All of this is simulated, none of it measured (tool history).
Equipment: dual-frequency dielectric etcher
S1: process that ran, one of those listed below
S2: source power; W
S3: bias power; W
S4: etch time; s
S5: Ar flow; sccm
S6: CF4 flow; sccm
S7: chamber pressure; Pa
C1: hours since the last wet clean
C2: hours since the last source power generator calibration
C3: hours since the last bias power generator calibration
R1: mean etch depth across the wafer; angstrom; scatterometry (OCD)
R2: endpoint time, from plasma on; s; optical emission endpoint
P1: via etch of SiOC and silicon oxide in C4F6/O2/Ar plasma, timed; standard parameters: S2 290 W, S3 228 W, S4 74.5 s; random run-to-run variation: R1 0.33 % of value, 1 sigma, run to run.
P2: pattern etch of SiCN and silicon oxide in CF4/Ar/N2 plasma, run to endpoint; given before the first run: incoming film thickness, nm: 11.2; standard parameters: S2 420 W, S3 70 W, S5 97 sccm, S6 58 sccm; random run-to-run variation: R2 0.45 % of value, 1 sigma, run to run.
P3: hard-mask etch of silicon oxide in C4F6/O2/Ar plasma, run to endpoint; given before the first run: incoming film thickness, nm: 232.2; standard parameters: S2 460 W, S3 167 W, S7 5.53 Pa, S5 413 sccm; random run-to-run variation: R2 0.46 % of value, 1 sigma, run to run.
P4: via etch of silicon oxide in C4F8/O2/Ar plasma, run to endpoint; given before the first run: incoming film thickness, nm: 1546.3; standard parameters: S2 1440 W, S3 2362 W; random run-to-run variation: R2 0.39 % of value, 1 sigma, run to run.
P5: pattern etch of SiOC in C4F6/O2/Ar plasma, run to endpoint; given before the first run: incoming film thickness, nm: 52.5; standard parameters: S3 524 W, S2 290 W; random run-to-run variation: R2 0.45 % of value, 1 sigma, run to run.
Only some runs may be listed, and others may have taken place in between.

| run | hour | S1 | S2 | S3 | S4 | S5 | S6 | S7 | C1 | C2 | C3 | R1 | R2 |
|---|---|---|---|---|---|---|---|---|---|---|---|---|---|
| 1 | 7.6 | P1 | 290 | 228 | 74.5 |  |  |  | 247.3 | 881.6 | 1274.8 | 794.92 |  |
| 2 | 20 | P2 | 420 | 70 |  | 123 | 58 |  | 259.7 | 894 | 1287.2 |  | 14.945 |
| 3 | 28.1 | P1 | 290 | 228 | 74.5 |  |  |  | 267.8 | 902.1 | 1295.3 | 800.92 |  |
| 4 | 42.6 | P1 | 370 | 228 | 74.5 |  |  |  | 282.3 | 916.6 | 1309.8 | 878.85 |  |
|  | 51.1 | bias power generator calibrated |
| 5 | 57.7 | P1 | 290 | 228 | 74.5 |  |  |  | 297.4 | 931.7 | 6.6 | 799.52 |  |
| 6 | 67.1 | P1 | 290 | 294 | 92 |  |  |  | 306.8 | 941.1 | 16 | 1073.4 |  |
| 7 | 82.2 | P3 | 460 | 167 |  | 250 |  | 5.53 | 321.9 | 956.2 | 31.1 |  | 71.95 |
| 8 | 89.5 | P4 | 1440 | 3016 |  |  |  |  | 329.2 | 963.5 | 38.4 |  | 308.64 |
| 9 | 97.1 | P1 | 290 | 228 | 74.5 |  |  |  | 336.8 | 971.1 | 46 | 803.94 |  |
| 10 | 108.2 | P5 | 290 | 524 |  |  |  |  | 347.9 | 982.2 | 57.1 |  | 19.761 |
| 11 | 118.6 | P1 | 290 | 228 | 74.5 |  |  |  | 358.3 | 992.6 | 67.5 | 801.14 |  |
| 12 | 126.3 | P5 | 290 | 693 |  |  |  |  | 366 | 1000.3 | 75.2 |  | 17.622 |
| 13 | 136.5 | P1 | 290 | 155 | 74.5 |  |  |  | 376.2 | 1010.5 | 85.4 | 705.76 |  |
| 14 | 148.9 | P1 | 400 | 286 | 74.5 |  |  |  | 388.6 | 1022.9 | 97.8 | 975.36 |  |
| 15 | 163.4 | P3 | 460 | 167 |  | 413 |  | 3.73 | 403.1 | 1037.4 | 112.3 |  | 72.714 |
| 16 | 174.9 | P1 | 290 | 228 | 102.5 |  |  |  | 414.6 | 1048.9 | 123.8 | 1099.7 |  |
| 17 | 183.3 | P3 | 640 | 167 |  | 413 |  | 5.53 | 423 | 1057.3 | 132.2 |  | 67.249 |
| 18 | 197.1 | P2 | 420 | 70 |  | 97 | 58 |  | 436.8 | 1071.1 | 146 |  | 14.263 |
| 19 | 206.7 | P5 | 290 | 524 |  |  |  |  | 446.4 | 1080.7 | 155.6 |  | 19.823 |
| 20 | 216.9 | P3 | 460 | 167 |  | 413 |  | 5.53 | 456.6 | 1090.9 | 165.8 |  | 76.353 |
| 21 | 231.4 | P3 | 460 | 167 |  | 413 |  | 5.53 | 471.1 | 1105.4 | 180.3 |  | 76.343 |
| 22 | 245.9 | P2 | 420 | 92 |  | 97 | 58 |  | 485.6 | 1119.9 | 194.8 |  | 13.121 |
| 23 | 261.6 | P1 | 290 | 176 | 106.5 |  |  |  | 501.3 | 1135.6 | 210.5 | 1046.7 |  |
| 24 | 276.3 | P1 | 220 | 228 | 74.5 |  |  |  | 516 | 1150.3 | 225.2 | 724.03 |  |
| 25 | 288.6 | P5 | 200 | 524 |  |  |  |  | 528.3 | 1162.6 | 237.5 |  | 22.622 |
| 26 | 300.8 | P2 | 420 | 70 |  | 97 | 45 |  | 540.5 | 1174.8 | 249.7 |  | 15 |
| 27 | 316.1 | P4 | 1440 | 2362 |  |  |  |  | 555.8 | 1190.1 | 265 |  | 334.7 |
| 28 | 323.8 | P3 | 460 | 233 |  | 413 |  | 5.53 | 563.5 | 1197.8 | 272.7 |  | 68.949 |
| 29 | 330.9 | P2 | 420 | 70 |  | 97 | 58 |  | 570.6 | 1204.9 | 279.8 |  | 14.435 |
| 30 | 338 | P1 | 290 | 289 | 74.5 |  |  |  | 577.7 | 1212 | 286.9 | 865.3 |  |
| 31 | 353.7 | P1 | 290 | 228 | 41 |  |  |  | 593.4 | 1227.7 | 302.6 | 438.28 |  |
| 32 | 364.5 | P2 | 510 | 70 |  | 97 | 58 |  | 604.2 | 1238.5 | 313.4 |  | 12.045 |
| 33 | 375.6 | P4 | 1860 | 2362 |  |  |  |  | 615.3 | 1249.6 | 324.5 |  | 300.96 |
| 34 | 387 | P1 | 290 | 228 | 74.5 |  |  |  | 626.7 | 1261 | 335.9 | 797.68 |  |
| 35 | 398.3 | P1 | 290 | 228 | 74.5 |  |  |  | 638 | 1272.3 | 347.2 | 810.68 |  |
| 36 | 410.8 | P1 | 290 | 228 | 74.5 |  |  |  | 650.5 | 1284.8 | 359.7 | 808.4 |  |
| 37 | 423.2 | P1 | 290 | 228 | 74.5 |  |  |  | 662.9 | 1297.2 | 372.1 | 811.05 |  |
| 38 | 433.7 | P1 | 290 | 228 | 74.5 |  |  |  | 673.4 | 1307.7 | 382.6 | 808.73 |  |
| 39 | 446.2 | P1 | 290 | 228 | 74.5 |  |  |  | 685.9 | 1320.2 | 395.1 | 804.74 |  |
| 40 | 454 | P1 | 290 | 228 | 74.5 |  |  |  | 693.7 | 1328 | 402.9 | 814.71 |  |
|  | 458.1 | wet clean of the chamber |
| 41 | 466.8 | P1 | 290 | 228 | 74.5 |  |  |  | 8.8 | 1340.8 | 415.7 | 814.24 |  |
| 42 | 481.5 | P1 | 290 | 228 | 74.5 |  |  |  | 23.5 | 1355.5 | 430.4 | 810.37 |  |
| 43 | 492 | P1 | 290 | 228 | 74.5 |  |  |  | 34 | 1366 | 440.9 | 810.3 |  |

Something has made what P1 gives creep away from where it was; the 2 causes below, each at its own stated size, fit the log equally well:
A: bias power that arrives over what is set, % = 4.89
B: source power that arrives over what is set, % = 4.44
The onset of the drift is placed at about hour 387.
All other causes, with the reason each is excluded:
chamber walls in a state that raises the etch rate, %: serviced at hour 458.1, which brought nothing back

The 4 check runs listed below each average the results of 3 wafers, and their outcomes are marked with question marks. Under which run would the listed causes produce clearly different results?
| check 1 | 502.5 | P3 | 460 | 227 |  | 413 |  | 5.53 |  |  |  |  | ? |
| check 2 | 502.5 | P5 | 210 | 524 |  |  |  |  |  |  |  |  | ? |
| check 3 | 502.5 | P2 | 420 | 70 |  | 117 | 58 |  |  |  |  |  | ? |
| check 4 | 502.5 | P4 | 1840 | 2829 |  |  |  |  |  |  |  |  | ? |

Outcome of each check run for each possible cause:
| check | result | if A | if B |
|---|---|---|---|
| check 1 | R2 | 68.291 | 68.223 |
| check 2 | R2 | 21.779 | 21.837 |
| check 3 | R2 | 14.581 | 14.278 |
| check 4 | R2 | 281.47 | 280.86 |
Per-check spread between the two closest causes, in the result where they differ most: check 1 0.1 %; check 2 0.27 %; check 3 2.1 %; check 4 0.22 %
Only check 3 tells the causes apart: in the others they would give nearly the same result.

Check 3 was carried out, with these results: R2 14.605 s. Which of the listed causes is responsible?

Of the candidate causes, it is A: bias power that arrives over what is set, %.
